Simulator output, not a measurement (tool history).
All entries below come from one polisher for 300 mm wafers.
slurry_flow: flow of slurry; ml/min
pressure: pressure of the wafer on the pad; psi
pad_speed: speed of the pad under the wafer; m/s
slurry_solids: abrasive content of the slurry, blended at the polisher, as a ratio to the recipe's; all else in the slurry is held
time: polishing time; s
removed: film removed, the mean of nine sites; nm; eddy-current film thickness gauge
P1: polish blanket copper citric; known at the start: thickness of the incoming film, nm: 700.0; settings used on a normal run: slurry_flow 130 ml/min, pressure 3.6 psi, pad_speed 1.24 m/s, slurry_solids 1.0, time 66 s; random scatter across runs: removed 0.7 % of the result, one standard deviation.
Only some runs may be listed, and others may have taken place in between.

Run 1, day 0.212: slurry_flow 130 ml/min, pressure 3.6 psi, pad_speed 1.24 m/s, slurry_solids 1.0, time 66 s. Result: removed 213.060 nm.
Run 2, day 0.525: slurry_flow 130 ml/min, pressure 3.6 psi, pad_speed 1.24 m/s, slurry_solids 1.0, time 66 s. Result: removed 214.600 nm.
Run 3, day 0.854: slurry_flow 130 ml/min, pressure 3.6 psi, pad_speed 1.24 m/s, slurry_solids 0.6, time 66 s. Result: removed 193.040 nm.
Run 4, day 1.279: slurry_flow 130 ml/min, pressure 3.6 psi, pad_speed 1.24 m/s, slurry_solids 1.0, time 37 s. Result: removed 118.130 nm.
Run 5, day 1.583: slurry_flow 130 ml/min, pressure 1.8 psi, pad_speed 1.66 m/s, slurry_solids 1.0, time 66 s. Result: removed 143.730 nm.
Run 6, day 1.888: slurry_flow 130 ml/min, pressure 3.6 psi, pad_speed 1.24 m/s, slurry_solids 1.0, time 66 s. Result: removed 212.500 nm.
Run 7, day 2.167: slurry_flow 180 ml/min, pressure 3.6 psi, pad_speed 1.24 m/s, slurry_solids 1.0, time 66 s. Result: removed 225.770 nm.
Run 8, day 2.512: slurry_flow 130 ml/min, pressure 3.6 psi, pad_speed 1.24 m/s, slurry_solids 1.0, time 66 s. Result: removed 214.530 nm.
Run 9, day 2.750: slurry_flow 130 ml/min, pressure 2.6 psi, pad_speed 1.24 m/s, slurry_solids 1.0, time 66 s. Result: removed 154.900 nm.
Run 10, day 3.204: slurry_flow 130 ml/min, pressure 3.6 psi, pad_speed 0.56 m/s, slurry_solids 1.0, time 66 s. Result: removed 97.413 nm.
Run 11, day 3.571: slurry_flow 130 ml/min, pressure 3.6 psi, pad_speed 1.24 m/s, slurry_solids 1.0, time 66 s. Result: removed 213.430 nm.
Run 12, day 4.042: slurry_flow 130 ml/min, pressure 3.6 psi, pad_speed 1.24 m/s, slurry_solids 1.0, time 100 s. Result: removed 326.330 nm.
Run 13, day 4.521: slurry_flow 130 ml/min, pressure 5.6 psi, pad_speed 1.24 m/s, slurry_solids 1.0, time 66 s. Result: removed 323.650 nm.
Run 14, day 4.958: slurry_flow 130 ml/min, pressure 3.6 psi, pad_speed 1.24 m/s, slurry_solids 1.0, time 66 s. Result: removed 210.430 nm.
Run 15, day 5.300: slurry_flow 80 ml/min, pressure 3.6 psi, pad_speed 1.24 m/s, slurry_solids 1.0, time 66 s. Result: removed 188.660 nm.
Run 16, day 5.662: slurry_flow 130 ml/min, pressure 3.6 psi, pad_speed 1.92 m/s, slurry_solids 1.0, time 66 s. Result: removed 327.880 nm.
Run 17, day 5.962: slurry_flow 200 ml/min, pressure 3.6 psi, pad_speed 1.24 m/s, slurry_solids 1.2, time 66 s. Result: removed 237.660 nm.
Run 18, day 6.188: slurry_flow 130 ml/min, pressure 3.6 psi, pad_speed 1.24 m/s, slurry_solids 1.4, time 66 s. Result: removed 227.240 nm.
Run 19, day 6.658: slurry_flow 130 ml/min, pressure 3.6 psi, pad_speed 1.24 m/s, slurry_solids 1.0, time 66 s. Result: removed 210.480 nm.
Run 20, day 7.042: slurry_flow 130 ml/min, pressure 3.6 psi, pad_speed 1.24 m/s, slurry_solids 1.0, time 66 s. Result: removed 206.370 nm.
Run 21, day 7.446: slurry_flow 130 ml/min, pressure 3.6 psi, pad_speed 1.24 m/s, slurry_solids 1.0, time 66 s. Result: removed 198.860 nm.
Run 22, day 7.725: slurry_flow 130 ml/min, pressure 3.6 psi, pad_speed 1.24 m/s, slurry_solids 1.0, time 66 s. Result: removed 199.640 nm.
At day 8.079: worn pad replaced by a new one.
Run 23, day 8.162: slurry_flow 130 ml/min, pressure 3.6 psi, pad_speed 1.24 m/s, slurry_solids 1.0, time 66 s. Result: removed 195.820 nm.
Run 24, day 8.433: slurry_flow 130 ml/min, pressure 3.6 psi, pad_speed 1.24 m/s, slurry_solids 1.0, time 66 s. Result: removed 195.980 nm.
Run 25, day 8.771: slurry_flow 130 ml/min, pressure 3.6 psi, pad_speed 1.24 m/s, slurry_solids 1.0, time 66 s. Result: removed 191.090 nm.
Run 26, day 9.117: slurry_flow 130 ml/min, pressure 3.6 psi, pad_speed 1.24 m/s, slurry_solids 1.0, time 66 s. Result: removed 193.210 nm.
At day 9.292: slurry blender recalibrated.
Run 27, day 9.533: slurry_flow 130 ml/min, pressure 3.6 psi, pad_speed 1.24 m/s, slurry_solids 1.0, time 66 s. Result: removed 190.380 nm.
Run 28, day 9.950: slurry_flow 130 ml/min, pressure 3.6 psi, pad_speed 1.24 m/s, slurry_solids 1.0, time 66 s. Result: removed 189.610 nm.

Forecast run 29:
Run 29, day 10.233: slurry_flow 130 ml/min, pressure 3.6 psi, pad_speed 1.24 m/s, slurry_solids 1.0, time 66 s. Result: removed ?.

removed: 191.770 nm
